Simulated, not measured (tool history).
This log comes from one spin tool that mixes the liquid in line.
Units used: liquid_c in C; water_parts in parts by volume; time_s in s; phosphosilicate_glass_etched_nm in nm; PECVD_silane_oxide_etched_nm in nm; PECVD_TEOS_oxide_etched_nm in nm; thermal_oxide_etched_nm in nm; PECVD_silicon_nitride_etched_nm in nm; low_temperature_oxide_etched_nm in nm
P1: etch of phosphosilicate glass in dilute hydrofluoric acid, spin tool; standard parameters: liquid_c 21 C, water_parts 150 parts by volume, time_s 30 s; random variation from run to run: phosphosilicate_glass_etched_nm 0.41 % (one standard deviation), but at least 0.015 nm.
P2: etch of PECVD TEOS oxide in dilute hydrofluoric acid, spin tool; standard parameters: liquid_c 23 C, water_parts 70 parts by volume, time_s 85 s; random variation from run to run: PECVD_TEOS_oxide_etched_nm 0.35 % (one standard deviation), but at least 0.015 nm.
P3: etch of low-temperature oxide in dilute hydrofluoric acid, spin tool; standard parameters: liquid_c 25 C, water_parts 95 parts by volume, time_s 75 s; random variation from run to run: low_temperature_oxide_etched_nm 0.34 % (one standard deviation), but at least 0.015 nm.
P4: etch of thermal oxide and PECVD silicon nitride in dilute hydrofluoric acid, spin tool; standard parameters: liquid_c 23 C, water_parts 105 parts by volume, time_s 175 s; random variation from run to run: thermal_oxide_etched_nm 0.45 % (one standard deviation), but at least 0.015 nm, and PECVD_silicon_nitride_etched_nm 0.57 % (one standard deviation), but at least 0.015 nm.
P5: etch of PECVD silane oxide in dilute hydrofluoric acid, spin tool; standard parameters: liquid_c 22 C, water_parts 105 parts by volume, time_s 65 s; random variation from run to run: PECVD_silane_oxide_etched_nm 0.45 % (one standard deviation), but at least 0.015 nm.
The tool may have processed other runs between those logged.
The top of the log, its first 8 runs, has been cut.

run,hour,process,liquid_c,water_parts,time_s,hours since the thermometer was replaced,hours since the hydrofluoric acid flow meter was replaced,phosphosilicate_glass_etched_nm,PECVD_silane_oxide_etched_nm,PECVD_TEOS_oxide_etched_nm,thermal_oxide_etched_nm,PECVD_silicon_nitride_etched_nm,low_temperature_oxide_etched_nm
9,27.4,P4,17.5,105,175,981,797.9,,,,6.2339,2.8691,
10,29.9,P5,22,105,65,983.5,800.4,,26.694,,,,
11,33.8,P1,26.5,235,30,987.4,804.3,15.591,,,,,
12,35.7,P3,25,95,120,989.3,806.2,,,,,,18.622
13,37.7,P3,19,95,75,991.3,808.2,,,,,,9.15
14,41.8,P3,25,135,75,995.4,812.3,,,,,,7.833
15,44.4,P2,30,70,85,998,814.9,,,44.621,,,
16,48.1,P1,21,150,30,1001.7,818.6,21.899,,,,,
17,51.9,P1,21,220,30,1005.5,822.4,13.827,,,,,
18,54.3,P5,28,105,65,1007.9,824.8,,33.158,,,,
19,58.6,P1,21,90,30,1012.2,829.1,39.006,,,,,
20,62.2,P1,21,150,30,1015.8,832.7,21.905,,,,,
21,64.3,P2,23,70,25,1017.9,834.8,,,9.8922,,,
22,68.3,P5,22,105,65,1021.9,838.8,,26.389,,,,
23,72.2,P1,25,150,30,1025.8,842.7,25.551,,,,,
24,75.6,P4,23,105,95,1029.2,846.1,,,,4.2728,2.2479,
25,78.9,P1,21,150,30,1032.5,849.4,21.977,,,,,
26,83.2,P1,21,150,15,1036.8,853.7,10.877,,,,,
27,87.6,P1,21,150,50,1041.2,858.1,36.596,,,,,
28,90.5,P2,23,70,85,1044.1,861,,,33.64,,,

Expected results for the next run?
29,94.5,P4,23,40,175,1048.1,865,,,,?,?,

thermal_oxide_etched_nm: 21.907 nm
PECVD_silicon_nitride_etched_nm: 10.652 nm
